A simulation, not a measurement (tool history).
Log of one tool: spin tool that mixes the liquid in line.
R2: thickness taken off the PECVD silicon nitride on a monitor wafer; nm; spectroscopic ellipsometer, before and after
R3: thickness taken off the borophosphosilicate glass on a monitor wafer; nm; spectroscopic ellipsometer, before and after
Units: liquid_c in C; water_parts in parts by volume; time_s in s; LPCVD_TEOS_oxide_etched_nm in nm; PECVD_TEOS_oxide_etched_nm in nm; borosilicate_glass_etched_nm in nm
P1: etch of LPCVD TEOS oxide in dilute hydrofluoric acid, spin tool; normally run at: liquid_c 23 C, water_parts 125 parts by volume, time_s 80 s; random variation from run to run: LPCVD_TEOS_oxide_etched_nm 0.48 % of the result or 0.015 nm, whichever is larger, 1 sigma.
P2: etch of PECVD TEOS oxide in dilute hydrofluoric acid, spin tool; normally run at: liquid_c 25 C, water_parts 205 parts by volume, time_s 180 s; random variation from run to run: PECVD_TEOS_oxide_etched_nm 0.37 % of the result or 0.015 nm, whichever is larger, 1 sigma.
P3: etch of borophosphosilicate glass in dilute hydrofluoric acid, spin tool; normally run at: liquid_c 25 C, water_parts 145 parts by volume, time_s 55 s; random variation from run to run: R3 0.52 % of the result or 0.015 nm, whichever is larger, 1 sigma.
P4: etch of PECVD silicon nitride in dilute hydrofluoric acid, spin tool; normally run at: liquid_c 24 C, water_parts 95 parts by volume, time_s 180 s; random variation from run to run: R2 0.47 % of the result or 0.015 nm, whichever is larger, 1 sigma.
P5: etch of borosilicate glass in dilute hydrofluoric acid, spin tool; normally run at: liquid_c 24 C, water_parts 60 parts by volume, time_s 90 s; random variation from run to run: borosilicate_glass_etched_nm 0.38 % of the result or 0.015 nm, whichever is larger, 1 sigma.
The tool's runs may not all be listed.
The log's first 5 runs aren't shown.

run 6 hour=69.3 | process=P1 liquid_c=23 water_parts=125 time_s=80 | LPCVD_TEOS_oxide_etched_nm=13.969
run 7 hour=86.3 | process=P1 liquid_c=18 water_parts=65 time_s=80 | LPCVD_TEOS_oxide_etched_nm=23.654
run 8 hour=104.1 | process=P2 liquid_c=25 water_parts=205 time_s=180 | PECVD_TEOS_oxide_etched_nm=9.4504
run 9 hour=120.1 | process=P1 liquid_c=23 water_parts=205 time_s=80 | LPCVD_TEOS_oxide_etched_nm=7.8757
run 10 hour=135.1 | process=P1 liquid_c=23 water_parts=125 time_s=80 | LPCVD_TEOS_oxide_etched_nm=14.004
run 11 hour=149.8 | process=P1 liquid_c=23 water_parts=125 time_s=40 | LPCVD_TEOS_oxide_etched_nm=7.0063
run 12 hour=162.8 | process=P1 liquid_c=23 water_parts=125 time_s=80 | LPCVD_TEOS_oxide_etched_nm=14.035
run 13 hour=172 | process=P5 liquid_c=24 water_parts=60 time_s=170 | borosilicate_glass_etched_nm=102.26
run 14 hour=187 | process=P5 liquid_c=18 water_parts=60 time_s=90 | borosilicate_glass_etched_nm=42.108
run 15 hour=197.7 | process=P1 liquid_c=31 water_parts=125 time_s=80 | LPCVD_TEOS_oxide_etched_nm=19.04
run 16 hour=213.1 | process=P5 liquid_c=24 water_parts=60 time_s=90 | borosilicate_glass_etched_nm=54.33
run 17 hour=221.3 | process=P4 liquid_c=32 water_parts=95 time_s=180 | R2=9.6461
run 18 hour=237.4 | process=P1 liquid_c=23 water_parts=125 time_s=80 | LPCVD_TEOS_oxide_etched_nm=13.999
run 19 hour=245.8 | process=P3 liquid_c=25 water_parts=145 time_s=55 | R3=15.771
run 20 hour=258.5 | process=P4 liquid_c=24 water_parts=95 time_s=260 | R2=8.2243
run 21 hour=268.9 | process=P2 liquid_c=25 water_parts=205 time_s=265 | PECVD_TEOS_oxide_etched_nm=13.85
run 22 hour=280 | process=P5 liquid_c=24 water_parts=35 time_s=90 | borosilicate_glass_etched_nm=95.698
run 23 hour=291.3 | process=P3 liquid_c=25 water_parts=145 time_s=55 | R3=15.737
run 24 hour=304.3 | process=P1 liquid_c=23 water_parts=125 time_s=130 | LPCVD_TEOS_oxide_etched_nm=22.602
run 25 hour=316.5 | process=P1 liquid_c=23 water_parts=50 time_s=80 | LPCVD_TEOS_oxide_etched_nm=38.478
run 26 hour=330.5 | process=P4 liquid_c=24 water_parts=145 time_s=180 | R2=3.7605
run 27 hour=340.3 | process=P2 liquid_c=25 water_parts=345 time_s=180 | PECVD_TEOS_oxide_etched_nm=4.831
run 28 hour=353.6 | process=P1 liquid_c=23 water_parts=125 time_s=80 | LPCVD_TEOS_oxide_etched_nm=13.881

Forecast run 29:
run 29 hour=362.4 | process=P2 liquid_c=20 water_parts=205 time_s=180 | PECVD_TEOS_oxide_etched_nm=?

PECVD_TEOS_oxide_etched_nm: 7.8073 nm
